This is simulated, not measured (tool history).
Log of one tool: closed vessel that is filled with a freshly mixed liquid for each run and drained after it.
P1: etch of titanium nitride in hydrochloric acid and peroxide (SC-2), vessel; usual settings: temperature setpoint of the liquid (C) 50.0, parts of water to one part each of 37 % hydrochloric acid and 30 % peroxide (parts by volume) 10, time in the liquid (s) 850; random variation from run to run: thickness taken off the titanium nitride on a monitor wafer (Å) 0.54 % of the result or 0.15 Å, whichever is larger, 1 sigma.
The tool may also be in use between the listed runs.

| run | day | temperature setpoint of the liquid (C) | parts of water to one part each of 37 % hydrochloric acid and 30 % peroxide (parts by volume) | time in the liquid (s) | hours since the thermometer was replaced | hours since the chemicals flow meter was replaced | hours since the drum of peroxide was connected | thickness taken off the titanium nitride on a monitor wafer (Å) |
|---|---|---|---|---|---|---|---|---|
| 1 | 0.412 | 50.0 | 10 | 850 | 542.3 | 191.9 | 382.6 | 310.660 |
| 2 | 0.867 | 35.5 | 15 | 850 | 553.2 | 202.8 | 393.5 | 79.407 |
| 3 | 1.104 | 50.0 | 10 | 1675 | 558.9 | 208.5 | 399.2 | 609.630 |
| 4 | 1.542 | 50.0 | 18 | 850 | 569.4 | 219.0 | 409.7 | 184.580 |
| 5 | 1.896 | 50.0 | 10 | 850 | 577.9 | 227.5 | 418.2 | 308.240 |
| 6 | 2.350 | 50.0 | 10 | 850 | 588.8 | 238.4 | 429.1 | 309.490 |
| 7 | 2.821 | 35.0 | 10 | 850 | 600.1 | 249.7 | 440.4 | 108.250 |
| 8 | 3.075 | 66.5 | 10 | 850 | 606.2 | 255.8 | 446.5 | 874.680 |
| 9 | 3.542 | 50.0 | 10 | 850 | 617.4 | 267.0 | 457.7 | 309.230 |
| 10 | 3.996 | 50.0 | 10 | 30 | 628.3 | 277.9 | 468.6 | 10.775 |
| 11 | 4.442 | 50.0 | 10 | 850 | 639.0 | 288.6 | 479.3 | 311.680 |
| 12 | 4.733 | 50.0 | 4 | 850 | 646.0 | 295.6 | 486.3 | 616.210 |
| 13 | 5.033 | 50.0 | 10 | 850 | 653.2 | 302.8 | 493.5 | 309.760 |
| 14 | 5.442 | 50.0 | 10 | 850 | 663.0 | 312.6 | 503.3 | 322.340 |
| 15 | 5.696 | 50.0 | 10 | 850 | 669.1 | 318.7 | 509.4 | 330.930 |
| 16 | 5.979 | 50.0 | 10 | 850 | 675.9 | 325.5 | 516.2 | 333.410 |
| 17 | 6.200 | 50.0 | 10 | 850 | 681.2 | 330.8 | 521.5 | 332.330 |
| 18 | 6.646 | 50.0 | 10 | 850 | 691.9 | 341.5 | 532.2 | 334.910 |
| 19 | 7.104 | 50.0 | 10 | 850 | 702.9 | 352.5 | 543.2 | 337.160 |

Run 20 comes next. What will it give?
| 20 | 7.333 | 50.0 | 10 | 850 | 708.4 | 358.0 | 548.7 | ? |

thickness taken off the titanium nitride on a monitor wafer (Å): 335.810

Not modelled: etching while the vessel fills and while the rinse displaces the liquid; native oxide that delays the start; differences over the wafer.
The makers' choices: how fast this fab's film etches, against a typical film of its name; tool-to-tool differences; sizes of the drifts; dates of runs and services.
